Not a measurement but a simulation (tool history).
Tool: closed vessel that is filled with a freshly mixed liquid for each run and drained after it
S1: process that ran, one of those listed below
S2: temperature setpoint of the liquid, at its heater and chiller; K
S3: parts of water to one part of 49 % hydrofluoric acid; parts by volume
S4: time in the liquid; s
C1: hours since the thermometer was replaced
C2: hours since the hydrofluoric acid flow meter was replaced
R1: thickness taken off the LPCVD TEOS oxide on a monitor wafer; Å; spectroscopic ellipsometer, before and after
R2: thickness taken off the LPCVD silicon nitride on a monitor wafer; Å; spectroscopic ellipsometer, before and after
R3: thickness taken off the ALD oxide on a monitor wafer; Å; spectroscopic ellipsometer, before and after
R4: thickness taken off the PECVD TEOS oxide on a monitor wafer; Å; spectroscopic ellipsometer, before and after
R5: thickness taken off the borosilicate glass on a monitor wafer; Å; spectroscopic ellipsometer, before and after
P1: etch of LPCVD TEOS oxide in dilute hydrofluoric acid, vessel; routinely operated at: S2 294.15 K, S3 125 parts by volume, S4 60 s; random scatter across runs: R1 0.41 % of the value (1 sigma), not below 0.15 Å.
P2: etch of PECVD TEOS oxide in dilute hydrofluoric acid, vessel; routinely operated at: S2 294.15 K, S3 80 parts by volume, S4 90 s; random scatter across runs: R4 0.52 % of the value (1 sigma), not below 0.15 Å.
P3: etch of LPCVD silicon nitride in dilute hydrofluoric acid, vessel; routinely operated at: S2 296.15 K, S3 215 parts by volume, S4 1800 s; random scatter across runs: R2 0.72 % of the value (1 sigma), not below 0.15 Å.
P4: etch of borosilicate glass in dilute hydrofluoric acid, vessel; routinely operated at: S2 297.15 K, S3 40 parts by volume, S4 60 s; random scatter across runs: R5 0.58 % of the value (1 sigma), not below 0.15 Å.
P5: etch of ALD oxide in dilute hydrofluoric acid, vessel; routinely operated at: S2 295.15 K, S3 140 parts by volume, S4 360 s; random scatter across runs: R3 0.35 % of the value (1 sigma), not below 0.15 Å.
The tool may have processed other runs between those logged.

| run | hour | S1 | S2 | S3 | S4 | C1 | C2 | R1 | R2 | R3 | R4 | R5 |
|---|---|---|---|---|---|---|---|---|---|---|---|---|
| 1 | 14.6 | P1 | 294.15 | 125 | 60 | 1075.7 | 188 | 227.87 |  |  |  |  |
| 2 | 23.4 | P1 | 294.15 | 125 | 60 | 1084.5 | 196.8 | 228.65 |  |  |  |  |
| 3 | 33.2 | P3 | 296.15 | 385 | 1800 | 1094.3 | 206.6 |  | 20.102 |  |  |  |
| 4 | 42.6 | P5 | 295.15 | 70 | 360 | 1103.7 | 216 |  |  | 938.43 |  |  |
| 5 | 50.1 | P3 | 296.15 | 215 | 3360 | 1111.2 | 223.5 |  | 66.475 |  |  |  |
| 6 | 61.9 | P5 | 301.65 | 140 | 360 | 1123 | 235.3 |  |  | 548.97 |  |  |
| 7 | 73 | P1 | 294.15 | 125 | 60 | 1134.1 | 246.4 | 229.42 |  |  |  |  |
| 8 | 86.5 | P2 | 294.15 | 80 | 90 | 1147.6 | 259.9 |  |  |  | 163.21 |  |
| 9 | 99.3 | P3 | 302.15 | 215 | 1800 | 1160.4 | 272.7 |  | 51.36 |  |  |  |
| 10 | 114.1 | P2 | 294.15 | 80 | 30 | 1175.2 | 287.5 |  |  |  | 54.596 |  |
| 11 | 129.3 | P1 | 294.15 | 125 | 60 | 1190.4 | 302.7 | 229.28 |  |  |  |  |
| 12 | 142.3 | P3 | 296.15 | 215 | 1800 | 1203.4 | 315.7 |  | 35.77 |  |  |  |
| 13 | 153.7 | P1 | 294.15 | 125 | 100 | 1214.8 | 327.1 | 381.57 |  |  |  |  |
| 14 | 167.5 | P1 | 294.15 | 195 | 60 | 1228.6 | 340.9 | 136.73 |  |  |  |  |
| 15 | 174.8 | P2 | 299.15 | 80 | 90 | 1235.9 | 348.2 |  |  |  | 197.78 |  |
| 16 | 189.1 | P2 | 294.15 | 80 | 90 | 1250.2 | 362.5 |  |  |  | 162.92 |  |
| 17 | 201.6 | P1 | 294.15 | 125 | 30 | 1262.7 | 375 | 114.24 |  |  |  |  |
| 18 | 216 | P5 | 295.15 | 140 | 590 | 1277.1 | 389.4 |  |  | 704.51 |  |  |
| 19 | 228.9 | P2 | 294.15 | 135 | 90 | 1290 | 402.3 |  |  |  | 90.377 |  |
| 20 | 238.2 | P1 | 294.15 | 125 | 60 | 1299.3 | 411.6 | 229.86 |  |  |  |  |
| 21 | 250.9 | P1 | 290.15 | 125 | 30 | 1312 | 424.3 | 98.519 |  |  |  |  |
| 22 | 262.7 | P1 | 294.15 | 125 | 60 | 1323.8 | 436.1 | 229.27 |  |  |  |  |
| 23 | 274.2 | P5 | 295.15 | 140 | 360 | 1335.3 | 447.6 |  |  | 433.11 |  |  |
| 24 | 284.2 | P4 | 291.65 | 40 | 60 | 1345.3 | 457.6 |  |  |  |  | 463.72 |
| 25 | 298.8 | P4 | 297.15 | 40 | 30 | 1359.9 | 472.2 |  |  |  |  | 291.09 |
| 26 | 311.9 | P1 | 290.65 | 125 | 30 | 1373 | 485.3 | 99.73 |  |  |  |  |
| 27 | 318.5 | P1 | 294.15 | 45 | 60 | 1379.6 | 491.9 | 704.35 |  |  |  |  |
| 28 | 328.1 | P4 | 297.15 | 65 | 60 | 1389.2 | 501.5 |  |  |  |  | 345.8 |
| 29 | 342.8 | P1 | 290.15 | 125 | 60 | 1403.9 | 516.2 | 194.79 |  |  |  |  |
| 30 | 358 | P1 | 301.65 | 125 | 60 | 1419.1 | 531.4 | 306.54 |  |  |  |  |
| 31 | 365.6 | P5 | 295.15 | 140 | 360 | 1426.7 | 539 |  |  | 432.39 |  |  |
| 32 | 380.3 | P1 | 294.15 | 125 | 60 | 1441.4 | 553.7 | 229.09 |  |  |  |  |
| 33 | 390.3 | P4 | 297.15 | 40 | 60 | 1451.4 | 563.7 |  |  |  |  | 573.95 |
| 34 | 405.3 | P1 | 294.15 | 125 | 60 | 1466.4 | 578.7 | 230.7 |  |  |  |  |
| 35 | 419.6 | P1 | 294.15 | 125 | 60 | 1480.7 | 593 | 238.15 |  |  |  |  |
| 36 | 428.4 | P1 | 294.15 | 125 | 60 | 1489.5 | 601.8 | 241.58 |  |  |  |  |
| 37 | 439.4 | P1 | 294.15 | 125 | 60 | 1500.5 | 612.8 | 244.5 |  |  |  |  |
| 38 | 451.8 | P1 | 294.15 | 125 | 60 | 1512.9 | 625.2 | 246.64 |  |  |  |  |
| 39 | 463.9 | P1 | 294.15 | 125 | 60 | 1525 | 637.3 | 248.64 |  |  |  |  |
| 40 | 476.2 | P1 | 294.15 | 125 | 60 | 1537.3 | 649.6 | 249.04 |  |  |  |  |
| 41 | 483.4 | P1 | 294.15 | 125 | 60 | 1544.5 | 656.8 | 249.75 |  |  |  |  |
| 42 | 493.8 | P1 | 294.15 | 125 | 60 | 1554.9 | 667.2 | 247.09 |  |  |  |  |
| 43 | 504.6 | P1 | 294.15 | 125 | 60 | 1565.7 | 678 | 246.84 |  |  |  |  |

The log shows P1 creeping away from where it was. Any of the 2 causes listed here, at the size stated for it, fits the log just as well as the others:
A: hydrofluoric acid flow above the setpoint (%) = 7.5
B: liquid hotter than its thermometer reads (K) = 2.07
At approximately hour 405.3, the process output began to creep.

Question marks stand in for the results of the 4 check runs listed below, each run on one wafer. Under which run would the listed causes show clearly different results?
| check 1 | 515.4 | P5 | 295.15 | 140 | 360 |  |  |  |  | ? |  |  |
| check 2 | 515.4 | P3 | 296.15 | 215 | 1800 |  |  |  | ? |  |  |  |
| check 3 | 515.4 | P2 | 294.15 | 80 | 90 |  |  |  |  |  | ? |  |
| check 4 | 515.4 | P4 | 297.15 | 40 | 60 |  |  |  |  |  |  | ? |

If the cause were each of the candidates in turn, the checks would give the following:
| check | result | if A | if B |
|---|---|---|---|
| check 1 | R3 | 468.67 | 467.38 |
| check 2 | R2 | 38.323 | 40.647 |
| check 3 | R4 | 175.54 | 176.56 |
| check 4 | R5 | 621.87 | 627.59 |
Distance between the nearest two causes, measured in the result of the check that separates them most: check 1 0.28 %; check 2 5.89 %; check 3 0.57 %; check 4 0.92 %
Check 2 distinguishes between the causes, while the remaining checks would return nearly the same result for all of them.

With check 2 done, the readings were: R2 40.484 Å. Identify which of the listed causes applies.

It was cause B: liquid hotter than its thermometer reads (K).

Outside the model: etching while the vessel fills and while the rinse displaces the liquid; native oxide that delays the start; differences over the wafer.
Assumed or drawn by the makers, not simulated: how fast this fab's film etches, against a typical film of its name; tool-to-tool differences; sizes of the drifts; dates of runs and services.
